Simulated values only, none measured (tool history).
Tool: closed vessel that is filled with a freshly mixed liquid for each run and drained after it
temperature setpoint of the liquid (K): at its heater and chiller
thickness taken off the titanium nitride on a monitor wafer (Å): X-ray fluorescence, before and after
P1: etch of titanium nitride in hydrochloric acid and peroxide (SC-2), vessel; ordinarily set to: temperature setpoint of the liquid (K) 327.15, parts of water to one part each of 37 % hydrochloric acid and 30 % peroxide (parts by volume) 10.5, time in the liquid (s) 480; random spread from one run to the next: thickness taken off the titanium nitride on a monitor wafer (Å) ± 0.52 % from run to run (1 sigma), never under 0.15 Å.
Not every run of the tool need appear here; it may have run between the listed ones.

run,hour,temperature setpoint of the liquid (K),parts of water to one part each of 37 % hydrochloric acid and 30 % peroxide (parts by volume),time in the liquid (s),hours since the thermometer was replaced,hours since the chemicals flow meter was replaced,hours since the drum of peroxide was connected,thickness taken off the titanium nitride on a monitor wafer (Å)
1,12.0,327.15,10.5,480,1624.2,262.5,465.2,223.520
# hour 24.3: chemicals flow meter replaced
2,26.5,327.15,17.5,480,1638.7,2.2,479.7,142.110
3,37.5,311.15,10.5,480,1649.7,13.2,490.7,74.661
4,51.7,327.15,10.5,480,1663.9,27.4,504.9,223.630
5,60.0,340.15,10.5,480,1672.2,35.7,513.2,502.420
6,72.4,327.15,10.5,480,1684.6,48.1,525.6,224.600
7,82.9,327.15,10.5,960,1695.1,58.6,536.1,447.400
8,98.2,327.15,4.5,480,1710.4,73.9,551.4,423.980
9,110.8,327.15,10.5,480,1723.0,86.5,564.0,222.400
10,122.0,337.15,10.5,30,1734.2,97.7,575.2,25.809
11,135.3,327.15,10.5,30,1747.5,111.0,588.5,14.113
12,142.9,327.15,10.5,480,1755.1,118.6,596.1,224.200
13,154.4,327.15,10.5,480,1766.6,130.1,607.6,228.780
14,163.3,327.15,10.5,480,1775.5,139.0,616.5,233.580
15,171.6,327.15,10.5,480,1783.8,147.3,624.8,234.800
16,189.1,327.15,10.5,480,1801.3,164.8,642.3,238.980
17,201.5,327.15,10.5,480,1813.7,177.2,654.7,238.440
18,218.2,327.15,10.5,480,1830.4,193.9,671.4,240.130
19,230.3,327.15,10.5,480,1842.5,206.0,683.5,239.400
20,242.4,327.15,10.5,480,1854.6,218.1,695.6,239.670

P1 no longer gives what it gave before; its output has crept away from where it was. The following 2 causes, each at its listed size, fit the log equally well:
A: chemicals flow above the setpoint (%) = 10
B: liquid hotter than its thermometer reads (K) = 1.23
The drift started at roughly hour 142.9.
Why every other cause is out:
peroxide weaker than its label (%): capped at 8; at that size thickness taken off the titanium nitride on a monitor wafer (Å) would change by -7.4 %, too little to explain the creep or opposite to it

The 4 check runs listed below each average the results of 3 wafers, and their outcomes are marked with question marks. Under which run would the listed causes produce clearly different results?
check 1,254.5,338.15,10.5,930,,,,?
check 2,254.5,314.65,4.5,480,,,,?
check 3,254.5,327.15,17.0,50,,,,?
check 4,254.5,327.15,16.5,110,,,,?

What each check would give under each cause:
check,result,if A,if B
check 1,thickness taken off the titanium nitride on a monitor wafer (Å),933.150,928.640
check 2,thickness taken off the titanium nitride on a monitor wafer (Å),196.130,200.330
check 3,thickness taken off the titanium nitride on a monitor wafer (Å),16.605,16.521
check 4,thickness taken off the titanium nitride on a monitor wafer (Å),37.509,37.328
Minimum pairwise separation of causes per check, each pair taken at its best-separating result: check 1 0.49 %; check 2 2.12 %; check 3 0.51 %; check 4 0.48 %
Of the check runs offered, only check 2 discriminates between the causes; the rest would read about the same regardless of which cause applies.

Then check 2 was run and gave: thickness taken off the titanium nitride on a monitor wafer (Å) 196.440. Which cause is it?

A is the cause: chemicals flow above the setpoint (%).
